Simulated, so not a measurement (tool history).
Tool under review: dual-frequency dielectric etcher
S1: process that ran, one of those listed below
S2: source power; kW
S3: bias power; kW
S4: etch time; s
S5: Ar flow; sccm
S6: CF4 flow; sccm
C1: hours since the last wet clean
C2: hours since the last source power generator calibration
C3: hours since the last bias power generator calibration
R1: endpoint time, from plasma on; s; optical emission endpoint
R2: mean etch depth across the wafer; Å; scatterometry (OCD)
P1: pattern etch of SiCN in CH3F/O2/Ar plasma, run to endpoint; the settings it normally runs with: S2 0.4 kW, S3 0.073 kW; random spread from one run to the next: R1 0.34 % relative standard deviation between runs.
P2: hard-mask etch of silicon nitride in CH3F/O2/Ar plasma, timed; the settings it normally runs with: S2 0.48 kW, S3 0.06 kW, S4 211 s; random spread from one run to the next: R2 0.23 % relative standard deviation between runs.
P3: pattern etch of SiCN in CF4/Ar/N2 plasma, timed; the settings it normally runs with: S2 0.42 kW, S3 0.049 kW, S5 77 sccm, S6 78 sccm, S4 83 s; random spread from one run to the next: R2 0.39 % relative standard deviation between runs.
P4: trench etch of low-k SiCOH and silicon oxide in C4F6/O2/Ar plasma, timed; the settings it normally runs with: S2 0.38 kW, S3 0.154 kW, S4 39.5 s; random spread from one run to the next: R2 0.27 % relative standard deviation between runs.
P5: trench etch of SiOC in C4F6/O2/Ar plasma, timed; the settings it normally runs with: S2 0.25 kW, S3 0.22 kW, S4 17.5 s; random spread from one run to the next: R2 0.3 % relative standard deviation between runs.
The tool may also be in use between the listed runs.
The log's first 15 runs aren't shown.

{"run": 16, "day": 2.65, "S1": "P5", "S2": 0.25, "S3": 0.22, "S4": 17.5, "C1": 286.4, "C2": 1129.4, "C3": 48.9, "R2": 329.74}
{"run": 17, "day": 2.775, "S1": "P1", "S2": 0.4, "S3": 0.073, "C1": 289.4, "C2": 1132.4, "C3": 51.9, "R1": 17.223}
{"run": 18, "day": 2.908, "S1": "P3", "S2": 0.42, "S3": 0.049, "S4": 56, "S5": 77, "S6": 78, "C1": 292.6, "C2": 1135.6, "C3": 55.1, "R2": 430.61}
{"run": 19, "day": 3.071, "S1": "P2", "S2": 0.37, "S3": 0.06, "S4": 211, "C1": 296.5, "C2": 1139.5, "C3": 59, "R2": 1311.1}
{"run": 20, "day": 3.175, "S1": "P2", "S2": 0.48, "S3": 0.06, "S4": 116, "C1": 299, "C2": 1142, "C3": 61.5, "R2": 796.57}
{"run": 21, "day": 3.338, "S1": "P3", "S2": 0.42, "S3": 0.064, "S4": 83, "S5": 77, "S6": 78, "C1": 302.9, "C2": 1145.9, "C3": 65.4, "R2": 694.61}
{"run": 22, "day": 3.475, "S1": "P5", "S2": 0.25, "S3": 0.22, "S4": 12, "C1": 306.2, "C2": 1149.2, "C3": 68.7, "R2": 225.83}
{"run": 23, "day": 3.612, "S1": "P1", "S2": 0.56, "S3": 0.045, "C1": 309.5, "C2": 1152.5, "C3": 72, "R1": 17.675}
{"run": 24, "day": 3.746, "S1": "P1", "S2": 0.4, "S3": 0.047, "C1": 312.7, "C2": 1155.7, "C3": 75.2, "R1": 19.877}
{"run": 25, "day": 3.971, "S1": "P4", "S2": 0.38, "S3": 0.108, "S4": 39.5, "C1": 318.1, "C2": 1161.1, "C3": 80.6, "R2": 1076.5}
{"run": 26, "day": 4.175, "S1": "P1", "S2": 0.4, "S3": 0.091, "C1": 323, "C2": 1166, "C3": 85.5, "R1": 15.912}
{"run": 27, "day": 4.325, "S1": "P1", "S2": 0.56, "S3": 0.073, "C1": 326.6, "C2": 1169.6, "C3": 89.1, "R1": 15.153}
{"run": 28, "day": 4.542, "S1": "P2", "S2": 0.48, "S3": 0.06, "S4": 211, "C1": 331.8, "C2": 1174.8, "C3": 94.3, "R2": 1444}
{"run": 29, "day": 4.688, "S1": "P1", "S2": 0.4, "S3": 0.073, "C1": 335.3, "C2": 1178.3, "C3": 97.8, "R1": 17.276}

Run 30 is up next; what results do you expect?
{"run": 30, "day": 4.854, "S1": "P1", "S2": 0.29, "S3": 0.088, "C1": 339.3, "C2": 1182.3, "C3": 101.8, "R1": "?"}

Run 30 came out at R1 18.069 s.
